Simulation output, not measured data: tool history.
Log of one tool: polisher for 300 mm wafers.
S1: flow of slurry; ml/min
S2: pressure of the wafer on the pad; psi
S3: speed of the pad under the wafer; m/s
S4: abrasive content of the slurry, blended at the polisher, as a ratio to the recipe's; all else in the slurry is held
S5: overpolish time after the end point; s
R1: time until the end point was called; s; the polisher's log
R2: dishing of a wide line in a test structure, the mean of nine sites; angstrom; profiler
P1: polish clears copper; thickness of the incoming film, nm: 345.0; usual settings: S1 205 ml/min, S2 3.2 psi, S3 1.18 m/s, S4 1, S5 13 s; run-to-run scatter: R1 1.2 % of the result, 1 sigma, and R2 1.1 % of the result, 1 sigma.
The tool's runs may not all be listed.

run   hour   S1   S2    S3   S4  S5      R1      R2
  1   14.1  205  3.2  1.18    1  13  92.691  323.91
  2   30.8  205  3.2  1.18  1.3  13  87.748  334.94
  3   49.8  205  3.2  1.18    1  13  91.209  325.43
  4   59.3  205  3.2  1.18    1   4  94.081  111.53
  5   71.9  205  4.8  1.18    1  13  61.548  455.87
  6     83  205  3.2  0.54    1  13  204.33  165.46
  7   99.6  205  1.4  1.18    1  13  214.22  150.83
  8  108.9  205  3.2  1.82    1  13    59.6  453.69
  9  121.1  315  3.2  1.18    1  20  89.917  466.31
 10  131.8  205  4.6   0.7    1  13   107.9  281.64
 11    143  205  3.2  1.18    1  23  92.812   479.6
 12    152  205  3.2  1.18    1  13  92.756  315.61
 13    163  205  3.2  1.18  0.5  13  109.05  284.36
 14  171.6  275  3.2  1.18    1  13  90.063  324.66
 15  180.9  125  3.2  1.18    1  13  101.56  301.92
 16  189.2  205  3.2  1.18    1  13  92.387  321.51
 17  197.9  205  3.2  1.18    1  13  93.052  317.42
 18  211.7  205  3.2  1.18    1  13  96.426   313.1
 19  220.8  205  3.2  1.18    1  13  97.403  304.71
 20  232.1  205  3.2  1.18    1  13  98.269  308.03
     240.7  -- head pressure recalibrated
 21  247.6  205  3.2  1.18    1  13  98.014  300.62
 22    264  205  3.2  1.18    1  13  99.519  304.86
     269.7  -- slurry blender recalibrated
 23  275.6  205  3.2  1.18    1  13   99.62  301.16
 24  294.5  205  3.2  1.18    1  13  100.14  294.15
 25  307.9  205  3.2  1.18    1  13  98.444  298.96

What P1 gives has crept away from where it was. These 2 causes fit the log equally well, each at the size given:
A: removal rate lost through wear of the pad, % = 7.91
B: slurry flow missing at the pad, % = 39.4
The creep began at about hour 197.9.
Why every other cause is out:
head's pressure below its setpoint, %: serviced at hour 240.7, which brought nothing back
abrasive missing from the slurry, %: serviced at hour 269.7, which brought nothing back

4 check runs are offered, each on 5 wafers whose results are averaged, their results left as question marks. Which one tells the causes apart?
check 1  321.3  205  1.5  0.54     1  13   ?   ?
check 2  321.3  205    2  1.18     1   6   ?   ?
check 3  321.3  205  3.2  1.18  0.55  23   ?   ?
check 4  321.3  135  3.2  1.18  0.55  13   ?   ?

What each check would give under each cause:
  check  result    if A    if B
check 1      R1  469.17  469.18
check 1      R2  72.785  72.783
check 2      R1  161.03  161.03
check 2      R2   96.87  96.868
check 3      R1  113.87  113.87
check 3      R2  423.51   423.5
check 4      R1  121.64  126.33
check 4      R2  254.47  246.35
How far apart the two closest causes lie, in the result that separates them most: check 1 0 %; check 2 0 %; check 3 0 %; check 4 3.79 %
Only check 4 tells the causes apart: in the others they would give nearly the same result.

Check 4 was then run and gave: R1 121.7 s; R2 251.4 angstrom. Which cause is it?

It is A: removal rate lost through wear of the pad, %.
